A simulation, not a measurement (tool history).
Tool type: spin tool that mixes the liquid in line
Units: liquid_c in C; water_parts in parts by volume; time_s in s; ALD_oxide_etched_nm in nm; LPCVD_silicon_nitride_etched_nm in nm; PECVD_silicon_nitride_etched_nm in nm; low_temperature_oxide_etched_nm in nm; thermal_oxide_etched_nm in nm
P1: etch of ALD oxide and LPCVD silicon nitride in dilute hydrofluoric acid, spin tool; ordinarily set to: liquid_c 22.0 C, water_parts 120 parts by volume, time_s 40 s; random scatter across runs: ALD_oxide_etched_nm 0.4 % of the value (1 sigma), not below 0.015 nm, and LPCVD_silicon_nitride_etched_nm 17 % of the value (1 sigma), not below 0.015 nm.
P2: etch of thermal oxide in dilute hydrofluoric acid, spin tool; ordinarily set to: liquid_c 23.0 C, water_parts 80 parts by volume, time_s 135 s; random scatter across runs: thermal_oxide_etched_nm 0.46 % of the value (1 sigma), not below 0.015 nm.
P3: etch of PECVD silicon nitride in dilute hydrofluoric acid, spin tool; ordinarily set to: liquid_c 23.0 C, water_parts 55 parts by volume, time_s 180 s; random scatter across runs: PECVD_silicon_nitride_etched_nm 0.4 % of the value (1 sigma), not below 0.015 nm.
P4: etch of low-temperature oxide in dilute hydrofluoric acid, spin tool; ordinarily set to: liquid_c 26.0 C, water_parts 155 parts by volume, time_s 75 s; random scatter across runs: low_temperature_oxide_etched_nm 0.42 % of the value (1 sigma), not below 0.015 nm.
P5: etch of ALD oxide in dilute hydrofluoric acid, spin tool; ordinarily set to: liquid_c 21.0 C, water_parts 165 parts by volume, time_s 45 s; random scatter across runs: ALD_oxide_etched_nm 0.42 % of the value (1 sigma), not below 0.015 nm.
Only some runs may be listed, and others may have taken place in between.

run,hour,process,liquid_c,water_parts,time_s,ALD_oxide_etched_nm,LPCVD_silicon_nitride_etched_nm,PECVD_silicon_nitride_etched_nm,low_temperature_oxide_etched_nm,thermal_oxide_etched_nm
1,5.2,P1,22.0,120,40,5.4449,0.141690,,,
2,11.8,P1,22.0,120,65,8.8769,0.219170,,,
3,16.7,P1,22.0,120,40,5.5174,0.093785,,,
4,22.9,P3,23.0,55,180,,,6.0964,,
5,27.8,P4,26.0,155,75,,,,5.9283,
6,34.0,P1,22.0,205,40,2.9657,0.053962,,,
7,38.0,P4,33.5,155,75,,,,7.7791,
8,41.5,P2,23.0,80,135,,,,,7.9176
9,45.8,P4,26.0,155,75,,,,5.9497,
10,53.0,P5,21.0,165,70,9.3756,,,,
11,57.1,P1,22.0,120,40,5.4755,0.130400,,,
12,63.4,P5,26.0,165,45,7.1766,,,,
13,70.2,P5,21.0,165,45,5.9845,,,,
14,76.8,P1,27.5,120,40,6.7999,0.253830,,,
15,83.2,P5,21.0,165,45,6.0027,,,,
16,87.1,P3,23.0,55,180,,,6.1069,,
17,93.8,P3,27.5,55,180,,,8.2320,,
18,99.5,P2,23.0,20,135,,,,,34.1460
19,102.8,P1,26.0,120,55,8.8222,0.194610,,,
20,109.0,P4,26.0,45,75,,,,23.7030,
21,115.8,P2,23.0,80,35,,,,,2.0743
22,122.0,P1,22.0,35,40,20.7450,0.646560,,,
23,125.5,P3,23.0,20,180,,,16.2320,,
24,132.2,P1,22.0,120,40,5.5016,0.129730,,,
25,138.4,P2,29.0,80,135,,,,,10.0570
26,145.0,P4,26.0,155,40,,,,3.1429,
27,149.3,P1,22.0,120,40,5.5169,0.139070,,,
28,156.1,P1,22.0,120,15,2.0337,0.053209,,,
29,159.4,P5,21.0,100,45,10.6320,,,,
30,165.6,P3,23.0,55,40,,,1.3538,,
31,169.7,P1,17.0,120,40,4.4940,0.101470,,,
32,175.2,P1,22.0,120,40,5.5026,0.198960,,,

Forecast run 33:
33,180.6,P1,22.0,120,40,?,?,,,

ALD_oxide_etched_nm: 5.4538 nm
LPCVD_silicon_nitride_etched_nm: 0.153340 nm
